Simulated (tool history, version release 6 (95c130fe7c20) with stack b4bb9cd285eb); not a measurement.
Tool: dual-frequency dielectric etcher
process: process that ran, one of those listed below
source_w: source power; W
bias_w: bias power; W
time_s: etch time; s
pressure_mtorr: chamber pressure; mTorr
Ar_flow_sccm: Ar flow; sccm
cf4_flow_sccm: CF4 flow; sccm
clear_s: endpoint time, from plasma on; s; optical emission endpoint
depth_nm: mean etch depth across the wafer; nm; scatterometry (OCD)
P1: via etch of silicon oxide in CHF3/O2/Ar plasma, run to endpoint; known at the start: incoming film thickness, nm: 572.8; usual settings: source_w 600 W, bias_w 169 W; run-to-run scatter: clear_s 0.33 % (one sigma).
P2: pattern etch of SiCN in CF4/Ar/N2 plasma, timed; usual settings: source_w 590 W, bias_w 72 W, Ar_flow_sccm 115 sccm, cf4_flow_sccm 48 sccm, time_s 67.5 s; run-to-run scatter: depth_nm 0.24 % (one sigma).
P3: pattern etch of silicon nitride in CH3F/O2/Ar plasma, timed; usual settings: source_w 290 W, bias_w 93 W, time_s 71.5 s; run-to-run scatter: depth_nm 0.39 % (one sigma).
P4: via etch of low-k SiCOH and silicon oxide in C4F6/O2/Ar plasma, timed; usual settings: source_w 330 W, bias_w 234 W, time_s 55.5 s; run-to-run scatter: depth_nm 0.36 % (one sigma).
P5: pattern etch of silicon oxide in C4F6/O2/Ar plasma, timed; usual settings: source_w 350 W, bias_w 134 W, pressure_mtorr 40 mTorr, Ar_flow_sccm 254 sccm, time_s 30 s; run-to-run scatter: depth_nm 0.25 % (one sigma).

run   hour  process  source_w  bias_w  time_s  pressure_mtorr  Ar_flow_sccm  cf4_flow_sccm  hours since the last wet clean  hours since the last source power generator calibration  hours since the last bias power generator calibration  clear_s  depth_nm
  1   15.8       P1       600     169                                                                                148.2                                                    502.8                                                 1232.5   291.65
  2   25.9       P4       330     298    55.5                                                                        158.3                                                    512.9                                                 1242.6             166.94
  3   38.2       P1       600     169                                                                                170.6                                                    525.2                                                 1254.9   291.08
  4     47       P1       600     226                                                                                179.4                                                      534                                                 1263.7    264.4
  5   55.5       P1       600     169                                                                                187.9                                                    542.5                                                 1272.2   291.04
  6   69.1       P3       350      93    71.5                                                                        201.5                                                    556.1                                                 1285.8             51.918
  7     87       P1       400     169                                                                                219.4                                                      574                                                 1303.7   340.58
  8   98.2       P5       350     134      30              40           183                                          230.6                                                    585.2                                                 1314.9             84.054
  9  112.4       P5       350     134      30              40           254                                          244.8                                                    599.4                                                 1329.1             81.451
 10  126.4       P3       290     119    71.5                                                                        258.8                                                    613.4                                                 1343.1             52.938
 11  135.5       P4       330     234    75.5                                                                        267.9                                                    622.5                                                 1352.2             208.07
 12  151.4       P5       350     134      30            27.5           254                                          283.8                                                    638.4                                                 1368.1              84.96
 13  160.4       P2       590      49    67.5                           115             48                           292.8                                                    647.4                                                 1377.1              57.92
 14  168.7       P2       590      72      37                           115             48                           301.1                                                    655.7                                                 1385.4             36.315
 15    182       P1       820     169                                                                                314.4                                                      669                                                 1398.7   257.06
 16  199.6       P1       600     169                                                                                  332                                                    686.6                                                 1416.3   292.16
 17  209.1       P1       600     169                                                                                341.5                                                    696.1                                                 1425.8   291.93
 18  226.9       P1       600     130                                                                                359.3                                                    713.9                                                 1443.6   317.49
 19    239       P1       600     169                                                                                371.4                                                      726                                                 1455.7    290.2
 20  248.9       P5       350      93      30              40           254                                          381.3                                                    735.9                                                 1465.6             73.111
 21  257.1       P2       590      72    67.5                           115             59                           389.5                                                    744.1                                                 1473.8              68.44
 22  271.6       P2       590      72    67.5                            71             48                             404                                                    758.6                                                 1488.3             71.528
 23  287.5       P1       400     109                                                                                419.9                                                    774.5                                                 1504.2   391.68
 24  300.3       P5       350     134    39.5              40           254                                          432.7                                                    787.3                                                   1517             106.85
 25  311.2       P2       590      72    67.5                           115             48                           443.6                                                    798.2                                                 1527.9             66.053
 26  323.2       P2       360      72    67.5                           115             48                           455.6                                                    810.2                                                 1539.9             43.067
 27  331.8       P4       330     234    55.5                                                                        464.2                                                    818.8                                                 1548.5             153.71
 28    341       P3       290      93    89.5                                                                        473.4                                                      828                                                 1557.7             60.291
 29  356.5       P3       290      93    71.5                                                                        488.9                                                    843.5                                                 1573.2             48.332
 30  368.4       P5       500     134      30              40           254                                          500.8                                                    855.4                                                 1585.1             93.574
 31    381       P4       450     234    55.5                                                                        513.4                                                      868                                                 1597.7             172.81
 32  396.6       P1       740     197                                                                                  529                                                    883.6                                                 1613.3   254.83
 33  412.4       P2       590      72    67.5                           115             48                           544.8                                                    899.4                                                 1629.1              66.23
 34  423.8       P1       600     169                                                                                556.2                                                    910.8                                                 1640.5   289.89
 35  433.4       P1       600     169                                                                                565.8                                                    920.4                                                 1650.1   292.83
 36  450.1       P1       600     169                                                                                582.5                                                    937.1                                                 1666.8   293.08
 37  460.8       P1       600     169                                                                                593.2                                                    947.8                                                 1677.5   294.82
 38  476.3       P1       600     169                                                                                608.7                                                    963.3                                                   1693   295.49
     487.9  -- wet clean of the chamber
 39  493.5       P1       600     169                                                                                  5.6                                                    980.5                                                 1710.2   295.26
 40  507.8       P1       600     169                                                                                 19.9                                                    994.8                                                 1724.5   295.29
 41  516.7       P1       600     169                                                                                 28.8                                                   1003.7                                                 1733.4   295.57
 42  528.3       P1       600     169                                                                                 40.4                                                   1015.3                                                   1745   295.98

What P1 gives has crept away from where it was. These 2 causes fit the log equally well, each at the size given:
A: bias power that arrives under what is set, % = 4.88
B: source power that arrives under what is set, % = 4.21
The creep began at about hour 423.8.
Why every other cause is out:
chamber walls in a state that lowers the etch rate, %: serviced at hour 487.9, which brought nothing back

4 check runs are offered, one wafer each, their results left as question marks. Which one tells the causes apart?
check 1  539.9       P2       590      72      37                            89             48                                                                                                                                                                  ?
check 2  539.9       P3       290     112    71.5                                                                                                                                                                                                               ?
check 3  539.9       P5       480     134      30              40           254                                                                                                                                                                                 ?
check 4  539.9       P4       440     234      73                                                                                                                                                                                                               ?

What each check would give under each cause:
  check    result    if A    if B
check 1  depth_nm  37.207   36.47
check 2  depth_nm  50.765  50.928
check 3  depth_nm  90.755  90.511
check 4  depth_nm  221.67  221.66
How far apart the two closest causes lie, in the result that separates them most: check 1 2 %; check 2 0.32 %; check 3 0.27 %; check 4 0 %
Check 1 tells the causes apart: in the others they would give nearly the same result.

Check 1 was then run and gave: depth_nm 37.314 nm. Which cause is it?

It is A: bias power that arrives under what is set, %.
